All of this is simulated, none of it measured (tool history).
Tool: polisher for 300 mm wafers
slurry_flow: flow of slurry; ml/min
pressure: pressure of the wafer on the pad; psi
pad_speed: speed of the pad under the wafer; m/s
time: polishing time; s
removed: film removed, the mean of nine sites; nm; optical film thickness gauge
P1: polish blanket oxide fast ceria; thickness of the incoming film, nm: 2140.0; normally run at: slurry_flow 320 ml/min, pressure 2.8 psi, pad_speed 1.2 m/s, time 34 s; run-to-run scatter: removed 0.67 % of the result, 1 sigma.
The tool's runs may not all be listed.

run   hour  slurry_flow  pressure  pad_speed  time  wafers polished on this pad  hours since the slurry nozzle was cleaned  hours since the head pressure was calibrated  removed
  1    3.7          320       2.8        1.2    34                          376                                      288.2                                         226.5   746.04
  2    6.7          190       2.8        1.2    34                          397                                      291.2                                         229.5   696.91
  3   12.3          240       2.8        1.2    52                          437                                      296.8                                         235.1   1112.2
  4   16.2          320       2.8        1.2    34                          465                                      300.7                                           239   748.74
  5   20.1          320       2.8       0.64    34                          493                                      304.6                                         242.9   397.39
  6   25.7          320       2.8        1.2    19                          532                                      310.2                                         248.5   413.54
  7   28.7          320       2.8        1.9    34                          554                                      313.2                                         251.5   1173.2
  8   34.4          320       2.8        1.2    34                          595                                      318.9                                         257.2   744.01
  9   39.2          320       2.8        1.2    34                          629                                      323.7                                           262   742.35
 10   42.6          215       2.8        0.9    34                          653                                      327.1                                         265.4   534.46
 11   46.2          320       2.8        1.2    53                          679                                      330.7                                           269   1162.3
 12   49.9          480       2.8        1.2    34                          705                                      334.4                                         272.7   761.42
 13   52.7          320       1.5        1.2    34                          725                                      337.2                                         275.5    397.3
 14   56.3          320       4.4        1.2    34                          751                                      340.8                                         279.1   1163.1
 15   59.1          320       2.8       0.86    25                          771                                      343.6                                         281.9   394.73
 16   64.3          320       2.8        1.2    34                          808                                      348.8                                         287.1   738.25
 17   67.7          320       2.8        1.2    34                          832                                      352.2                                         290.5   736.09
 18   72.5          320       2.8        1.2    34                          866                                        357                                         295.3    731.6
 19     77          320       2.8        1.2    34                          898                                      361.5                                         299.8   722.19
 20   81.3          320       2.8        1.2    34                          929                                      365.8                                         304.1   718.42
 21   86.2          320       2.8        1.2    34                          964                                      370.7                                           309   715.41
 22   90.3          320       2.8        1.2    34                          993                                      374.8                                         313.1   722.21
      92.2  -- head pressure recalibrated
 23   93.8          320       2.8        1.2    34                         1018                                      378.3                                           1.6   720.02
 24   98.9          320       2.8        1.2    34                         1055                                      383.4                                           6.7   715.68
 25  104.3          320       2.8        1.2    34                         1093                                      388.8                                          12.1   713.44

What P1 gives has crept away from where it was. These 2 causes fit the log equally well, each at the size given:
A: slurry flow missing at the pad, % = 29.4
B: removal rate lost through wear of the pad, % = 3.4
The creep began at about hour 64.3.
Why every other cause is out:
head's pressure below its setpoint, %: serviced at hour 92.2, which brought nothing back

4 check runs are offered, each on 5 wafers whose results are averaged, their results left as question marks. Which one tells the causes apart?
check 1  109.7          320       2.8       1.88    34                                                                                                                              ?
check 2  109.7          320       1.8        1.2    52                                                                                                                              ?
check 3  109.7          190       3.7        1.2    34                                                                                                                              ?
check 4  109.7          320       4.4        1.2    34                                                                                                                              ?

What each check would give under each cause:
  check   result    if A    if B
check 1  removed  1122.7  1122.7
check 2  removed  704.55  704.58
check 3  removed  875.31  894.82
check 4  removed  1126.1  1126.1
How far apart the two closest causes lie, in the result that separates them most: check 1 0 %; check 2 0 %; check 3 2.2 %; check 4 0 %
Only check 3 tells the causes apart: in the others they would give nearly the same result.

Check 3 was then run and gave: removed 872.51 nm. Which cause is it?

It is A: slurry flow missing at the pad, %.
